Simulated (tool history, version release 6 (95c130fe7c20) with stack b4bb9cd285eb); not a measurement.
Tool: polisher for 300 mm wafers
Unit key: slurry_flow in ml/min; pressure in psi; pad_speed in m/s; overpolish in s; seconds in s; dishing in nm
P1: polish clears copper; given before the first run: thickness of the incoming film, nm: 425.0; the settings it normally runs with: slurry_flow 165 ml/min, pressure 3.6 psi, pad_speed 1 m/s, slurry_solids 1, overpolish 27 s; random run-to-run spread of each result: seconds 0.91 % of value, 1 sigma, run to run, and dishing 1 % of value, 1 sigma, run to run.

Run 1, day 0.342: slurry_flow 165 ml/min, pressure 3.6 psi, pad_speed 1 m/s, slurry_solids 1, overpolish 27 s. Result: seconds 129.12 s, dishing 61.022 nm.
Run 2, day 0.55: slurry_flow 225 ml/min, pressure 1.8 psi, pad_speed 1 m/s, slurry_solids 1, overpolish 27 s. Result: seconds 243.05 s, dishing 33.559 nm.
Run 3, day 0.883: slurry_flow 165 ml/min, pressure 2.4 psi, pad_speed 1 m/s, slurry_solids 1, overpolish 27 s. Result: seconds 193.13 s, dishing 42.264 nm.
Run 4, day 1.075: slurry_flow 165 ml/min, pressure 3.6 psi, pad_speed 1 m/s, slurry_solids 1, overpolish 27 s. Result: seconds 126.44 s, dishing 60.866 nm.
At day 1.142: head pressure recalibrated.
Run 5, day 1.304: slurry_flow 165 ml/min, pressure 3.6 psi, pad_speed 1.5 m/s, slurry_solids 1.4, overpolish 27 s. Result: seconds 80.319 s, dishing 86.313 nm.
Run 6, day 1.467: slurry_flow 100 ml/min, pressure 3.6 psi, pad_speed 1 m/s, slurry_solids 1, overpolish 27 s. Result: seconds 145.11 s, dishing 56.314 nm.
Run 7, day 1.8: slurry_flow 165 ml/min, pressure 3.6 psi, pad_speed 1 m/s, slurry_solids 1, overpolish 27 s. Result: seconds 127.72 s, dishing 60.637 nm.
Run 8, day 2.067: slurry_flow 220 ml/min, pressure 3.6 psi, pad_speed 1 m/s, slurry_solids 1, overpolish 27 s. Result: seconds 124.06 s, dishing 62.354 nm.
Run 9, day 2.375: slurry_flow 165 ml/min, pressure 3.6 psi, pad_speed 1 m/s, slurry_solids 1, overpolish 8 s. Result: seconds 131.12 s, dishing 20.606 nm.
Run 10, day 2.546: slurry_flow 165 ml/min, pressure 5.7 psi, pad_speed 1 m/s, slurry_solids 1, overpolish 27 s. Result: seconds 81.491 s, dishing 88.552 nm.
Run 11, day 2.717: slurry_flow 165 ml/min, pressure 3.6 psi, pad_speed 0.44 m/s, slurry_solids 1, overpolish 27 s. Result: seconds 289.62 s, dishing 30.476 nm.
Run 12, day 3.017: slurry_flow 165 ml/min, pressure 3.6 psi, pad_speed 1.48 m/s, slurry_solids 1, overpolish 27 s. Result: seconds 88.084 s, dishing 81.192 nm.
Run 13, day 3.204: slurry_flow 165 ml/min, pressure 3.6 psi, pad_speed 1 m/s, slurry_solids 1, overpolish 27 s. Result: seconds 128.24 s, dishing 60.523 nm.
At day 3.283: slurry nozzle cleaned.
Run 14, day 3.408: slurry_flow 165 ml/min, pressure 3.6 psi, pad_speed 1 m/s, slurry_solids 0.7, overpolish 27 s. Result: seconds 138.36 s, dishing 57.257 nm.
Run 15, day 3.733: slurry_flow 165 ml/min, pressure 3.6 psi, pad_speed 1 m/s, slurry_solids 1, overpolish 46 s. Result: seconds 129.72 s, dishing 89.577 nm.
Run 16, day 4.067: slurry_flow 165 ml/min, pressure 3.6 psi, pad_speed 1 m/s, slurry_solids 1.5, overpolish 27 s. Result: seconds 116.97 s, dishing 65.333 nm.
Run 17, day 4.321: slurry_flow 165 ml/min, pressure 3.6 psi, pad_speed 1 m/s, slurry_solids 1, overpolish 27 s. Result: seconds 128.28 s, dishing 60.595 nm.
Run 18, day 4.533: slurry_flow 165 ml/min, pressure 3.6 psi, pad_speed 1 m/s, slurry_solids 1, overpolish 27 s. Result: seconds 129.65 s, dishing 60.617 nm.
Run 19, day 4.862: slurry_flow 165 ml/min, pressure 3.6 psi, pad_speed 1 m/s, slurry_solids 1, overpolish 27 s. Result: seconds 131.49 s, dishing 59.155 nm.
Run 20, day 5.196: slurry_flow 165 ml/min, pressure 3.6 psi, pad_speed 1 m/s, slurry_solids 1, overpolish 27 s. Result: seconds 136.04 s, dishing 58.096 nm.
Run 21, day 5.475: slurry_flow 165 ml/min, pressure 3.6 psi, pad_speed 1 m/s, slurry_solids 1, overpolish 27 s. Result: seconds 139.53 s, dishing 58.27 nm.
At day 5.592: slurry blender recalibrated.
Run 22, day 5.812: slurry_flow 165 ml/min, pressure 3.6 psi, pad_speed 1 m/s, slurry_solids 1, overpolish 27 s. Result: seconds 141.5 s, dishing 56.51 nm.
Run 23, day 6.008: slurry_flow 165 ml/min, pressure 3.6 psi, pad_speed 1 m/s, slurry_solids 1, overpolish 27 s. Result: seconds 143.5 s, dishing 57.84 nm.

Predict the results of run 24:
At day 6.138: head pressure recalibrated.
Run 24, day 6.175: slurry_flow 165 ml/min, pressure 3.6 psi, pad_speed 1 m/s, slurry_solids 1, overpolish 27 s. Result: seconds ?, dishing ?.

seconds: 141.41 s
dishing: 56.301 nm

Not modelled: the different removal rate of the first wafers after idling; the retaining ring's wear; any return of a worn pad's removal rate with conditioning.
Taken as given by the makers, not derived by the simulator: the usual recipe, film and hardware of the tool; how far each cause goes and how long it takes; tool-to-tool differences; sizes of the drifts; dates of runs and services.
